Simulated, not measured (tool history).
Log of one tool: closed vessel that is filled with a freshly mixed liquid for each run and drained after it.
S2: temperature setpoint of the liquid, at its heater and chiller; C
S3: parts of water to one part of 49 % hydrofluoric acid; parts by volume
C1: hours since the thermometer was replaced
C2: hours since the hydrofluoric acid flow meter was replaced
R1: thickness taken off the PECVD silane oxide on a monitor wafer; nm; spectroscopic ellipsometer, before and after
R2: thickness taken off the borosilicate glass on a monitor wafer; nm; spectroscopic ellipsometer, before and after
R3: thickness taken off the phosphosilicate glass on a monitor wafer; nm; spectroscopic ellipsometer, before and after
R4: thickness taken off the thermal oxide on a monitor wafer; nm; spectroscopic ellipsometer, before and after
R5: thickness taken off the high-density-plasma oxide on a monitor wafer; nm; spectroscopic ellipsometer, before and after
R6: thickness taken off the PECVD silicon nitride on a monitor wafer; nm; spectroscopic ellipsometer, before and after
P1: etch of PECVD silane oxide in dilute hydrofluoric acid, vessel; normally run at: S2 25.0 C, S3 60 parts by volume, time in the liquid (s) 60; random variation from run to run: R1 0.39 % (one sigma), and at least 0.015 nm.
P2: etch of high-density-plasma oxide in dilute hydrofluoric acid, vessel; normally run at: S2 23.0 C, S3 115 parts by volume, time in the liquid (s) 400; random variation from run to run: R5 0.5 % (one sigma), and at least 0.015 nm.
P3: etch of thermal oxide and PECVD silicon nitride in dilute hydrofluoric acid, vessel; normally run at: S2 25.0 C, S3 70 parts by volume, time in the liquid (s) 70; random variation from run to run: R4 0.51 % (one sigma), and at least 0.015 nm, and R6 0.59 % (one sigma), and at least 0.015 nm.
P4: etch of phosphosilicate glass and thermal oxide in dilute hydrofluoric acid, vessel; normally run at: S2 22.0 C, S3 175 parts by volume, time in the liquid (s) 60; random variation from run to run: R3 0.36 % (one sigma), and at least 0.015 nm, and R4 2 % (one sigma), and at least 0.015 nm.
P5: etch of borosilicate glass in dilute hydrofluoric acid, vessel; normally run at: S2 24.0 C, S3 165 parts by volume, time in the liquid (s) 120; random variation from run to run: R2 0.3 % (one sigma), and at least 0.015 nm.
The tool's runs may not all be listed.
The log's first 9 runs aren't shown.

Run 10, hour 136.3: process that ran P1, S2 25.0 C, S3 20 parts by volume, time in the liquid (s) 60; C1 420.9; C2 615.6. Result: R1 168.790 nm.
Run 11, hour 147.3: process that ran P5, S2 24.0 C, S3 165 parts by volume, time in the liquid (s) 120; C1 431.9; C2 626.6. Result: R2 18.9850 nm.
Run 12, hour 159.6: process that ran P3, S2 25.0 C, S3 120 parts by volume, time in the liquid (s) 70; C1 444.2; C2 638.9. Result: R4 2.8249 nm, R6 3.5740 nm.
Run 13, hour 172.0: process that ran P3, S2 25.0 C, S3 70 parts by volume, time in the liquid (s) 115; C1 456.6; C2 651.3. Result: R4 8.4870 nm, R6 10.0720 nm.
Run 14, hour 186.6: process that ran P1, S2 25.0 C, S3 105 parts by volume, time in the liquid (s) 60; C1 471.2; C2 665.9. Result: R1 28.757 nm.
Run 15, hour 199.4: process that ran P5, S2 24.0 C, S3 165 parts by volume, time in the liquid (s) 60; C1 484.0; C2 678.7. Result: R2 9.4924 nm.
Run 16, hour 207.4: process that ran P4, S2 17.0 C, S3 175 parts by volume, time in the liquid (s) 60; C1 492.0; C2 686.7. Result: R3 28.603 nm, R4 1.0183 nm.
At hour 214.1: hydrofluoric acid flow meter replaced.
Run 17, hour 219.7: process that ran P2, S2 23.0 C, S3 30 parts by volume, time in the liquid (s) 400; C1 504.3; C2 5.7. Result: R5 94.064 nm.
Run 18, hour 232.7: process that ran P5, S2 19.0 C, S3 165 parts by volume, time in the liquid (s) 120; C1 517.3; C2 18.7. Result: R2 15.5810 nm.
Run 19, hour 244.9: process that ran P1, S2 25.0 C, S3 60 parts by volume, time in the liquid (s) 115; C1 529.5; C2 30.9. Result: R1 101.770 nm.
Run 20, hour 253.0: process that ran P2, S2 23.0 C, S3 115 parts by volume, time in the liquid (s) 400; C1 537.6; C2 39.0. Result: R5 21.843 nm.
Run 21, hour 266.6: process that ran P4, S2 22.0 C, S3 175 parts by volume, time in the liquid (s) 30; C1 551.2; C2 52.6. Result: R3 17.469 nm, R4 0.6197 nm.
Run 22, hour 281.0: process that ran P3, S2 20.5 C, S3 70 parts by volume, time in the liquid (s) 70; C1 565.6; C2 67.0. Result: R4 4.2848 nm, R6 4.5265 nm.
Run 23, hour 291.9: process that ran P2, S2 27.0 C, S3 115 parts by volume, time in the liquid (s) 400; C1 576.5; C2 77.9. Result: R5 25.696 nm.
Run 24, hour 300.3: process that ran P1, S2 25.0 C, S3 60 parts by volume, time in the liquid (s) 60; C1 584.9; C2 86.3. Result: R1 53.424 nm.
Run 25, hour 308.3: process that ran P1, S2 25.0 C, S3 60 parts by volume, time in the liquid (s) 60; C1 592.9; C2 94.3. Result: R1 53.702 nm.

Forecast run 26:
Run 26, hour 321.4: process that ran P3, S2 25.0 C, S3 70 parts by volume, time in the liquid (s) 70; C1 606.0; C2 107.4. Result: R4 ?, R6 ?.

Run 26 gave R4 5.0786 nm, R6 6.1526 nm.

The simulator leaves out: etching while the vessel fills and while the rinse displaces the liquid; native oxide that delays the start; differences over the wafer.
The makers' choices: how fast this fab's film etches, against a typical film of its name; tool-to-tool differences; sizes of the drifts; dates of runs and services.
